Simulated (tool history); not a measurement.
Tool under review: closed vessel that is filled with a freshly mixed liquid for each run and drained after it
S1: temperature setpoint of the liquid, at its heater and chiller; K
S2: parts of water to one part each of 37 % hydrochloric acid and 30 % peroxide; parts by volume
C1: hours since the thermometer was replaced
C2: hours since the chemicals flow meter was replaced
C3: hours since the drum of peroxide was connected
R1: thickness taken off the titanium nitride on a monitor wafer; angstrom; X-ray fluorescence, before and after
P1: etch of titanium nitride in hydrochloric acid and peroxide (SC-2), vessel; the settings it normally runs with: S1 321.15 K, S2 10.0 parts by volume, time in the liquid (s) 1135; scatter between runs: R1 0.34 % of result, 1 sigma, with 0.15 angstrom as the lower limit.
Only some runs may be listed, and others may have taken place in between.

Run 1, hour 3.3: S1 321.15 K, S2 10.0 parts by volume, time in the liquid (s) 1135; C1 769.2; C2 1241.0; C3 1039.4. Result: R1 142.810 angstrom.
Run 2, hour 5.2: S1 308.65 K, S2 10.0 parts by volume, time in the liquid (s) 1135; C1 771.1; C2 1242.9; C3 1041.3. Result: R1 58.815 angstrom.
Run 3, hour 8.8: S1 321.15 K, S2 10.0 parts by volume, time in the liquid (s) 1135; C1 774.7; C2 1246.5; C3 1044.9. Result: R1 143.010 angstrom.
Run 4, hour 11.0: S1 321.15 K, S2 15.5 parts by volume, time in the liquid (s) 1135; C1 776.9; C2 1248.7; C3 1047.1. Result: R1 97.807 angstrom.
Run 5, hour 13.7: S1 329.15 K, S2 10.0 parts by volume, time in the liquid (s) 1135; C1 779.6; C2 1251.4; C3 1049.8. Result: R1 242.330 angstrom.
Run 6, hour 16.2: S1 321.15 K, S2 10.0 parts by volume, time in the liquid (s) 600; C1 782.1; C2 1253.9; C3 1052.3. Result: R1 75.208 angstrom.
Run 7, hour 18.8: S1 321.15 K, S2 4.0 parts by volume, time in the liquid (s) 1135; C1 784.7; C2 1256.5; C3 1054.9. Result: R1 284.810 angstrom.
At hour 21.9: new drum of peroxide connected.
Run 8, hour 22.9: S1 321.15 K, S2 10.0 parts by volume, time in the liquid (s) 1135; C1 788.8; C2 1260.6; C3 1.0. Result: R1 142.120 angstrom.
Run 9, hour 26.8: S1 321.15 K, S2 10.0 parts by volume, time in the liquid (s) 2220; C1 792.7; C2 1264.5; C3 4.9. Result: R1 279.160 angstrom.
Run 10, hour 30.1: S1 321.15 K, S2 10.0 parts by volume, time in the liquid (s) 1135; C1 796.0; C2 1267.8; C3 8.2. Result: R1 142.210 angstrom.
Run 11, hour 33.9: S1 332.65 K, S2 16.0 parts by volume, time in the liquid (s) 1135; C1 799.8; C2 1271.6; C3 12.0. Result: R1 200.020 angstrom.
Run 12, hour 36.5: S1 321.15 K, S2 10.0 parts by volume, time in the liquid (s) 1135; C1 802.4; C2 1274.2; C3 14.6. Result: R1 142.730 angstrom.
At hour 38.3: thermometer replaced.
Run 13, hour 40.5: S1 321.15 K, S2 10.0 parts by volume, time in the liquid (s) 1135; C1 2.2; C2 1278.2; C3 18.6. Result: R1 142.780 angstrom.
Run 14, hour 42.8: S1 321.15 K, S2 10.0 parts by volume, time in the liquid (s) 1135; C1 4.5; C2 1280.5; C3 20.9. Result: R1 142.760 angstrom.
Run 15, hour 46.5: S1 321.15 K, S2 10.0 parts by volume, time in the liquid (s) 1135; C1 8.2; C2 1284.2; C3 24.6. Result: R1 137.150 angstrom.
Run 16, hour 50.6: S1 321.15 K, S2 10.0 parts by volume, time in the liquid (s) 1135; C1 12.3; C2 1288.3; C3 28.7. Result: R1 133.510 angstrom.
Run 17, hour 53.6: S1 321.15 K, S2 10.0 parts by volume, time in the liquid (s) 1135; C1 15.3; C2 1291.3; C3 31.7. Result: R1 132.440 angstrom.
Run 18, hour 57.1: S1 321.15 K, S2 10.0 parts by volume, time in the liquid (s) 1135; C1 18.8; C2 1294.8; C3 35.2. Result: R1 131.110 angstrom.
Run 19, hour 60.9: S1 321.15 K, S2 10.0 parts by volume, time in the liquid (s) 1135; C1 22.6; C2 1298.6; C3 39.0. Result: R1 130.020 angstrom.
At hour 62.3: new drum of peroxide connected.
Run 20, hour 64.3: S1 321.15 K, S2 10.0 parts by volume, time in the liquid (s) 1135; C1 26.0; C2 1302.0; C3 2.0. Result: R1 129.820 angstrom.
Run 21, hour 68.5: S1 321.15 K, S2 10.0 parts by volume, time in the liquid (s) 1135; C1 30.2; C2 1306.2; C3 6.2. Result: R1 129.290 angstrom.
Run 22, hour 70.6: S1 321.15 K, S2 10.0 parts by volume, time in the liquid (s) 1135; C1 32.3; C2 1308.3; C3 8.3. Result: R1 129.960 angstrom.

The log shows P1 creeping away from where it was. Any of the 2 causes listed here, at the size stated for it, fits the log just as well as the others:
A: liquid colder than its thermometer reads (K) = 1.43
B: chemicals flow below the setpoint (%) = 10.9
The gradual shift began around hour 42.8.
The rest of the possible causes, and what rules out each one:
peroxide weaker than its label (%): serviced at hour 62.3, which brought nothing back

4 check runs are offered, each on 2 wafers whose results are averaged, their results left as question marks. Which one tells the causes apart?
Run check 1, hour 72.7: S1 313.65 K, S2 10.0 parts by volume, time in the liquid (s) 1135. Result: R1 ?.
Run check 2, hour 72.7: S1 321.15 K, S2 15.5 parts by volume, time in the liquid (s) 1135. Result: R1 ?.
Run check 3, hour 72.7: S1 314.65 K, S2 4.0 parts by volume, time in the liquid (s) 1135. Result: R1 ?.
Run check 4, hour 72.7: S1 321.15 K, S2 7.0 parts by volume, time in the liquid (s) 1800. Result: R1 ?.

What each check would give under each cause:
  check  result     if A     if B
check 1      R1   76.696   77.051
check 2      R1   88.738   88.216
check 3      R1  164.710  168.490
check 4      R1  273.640  275.320
Minimum pairwise separation of causes per check, each pair taken at its best-separating result: check 1 0.46 %; check 2 0.59 %; check 3 2.27 %; check 4 0.61 %
Of the check runs offered, only check 3 discriminates between the causes; the rest would read about the same regardless of which cause applies.

With check 3 done, the readings were: R1 164.530 angstrom. Identify which of the listed causes applies.

Of the candidate causes, it is A: liquid colder than its thermometer reads (K).
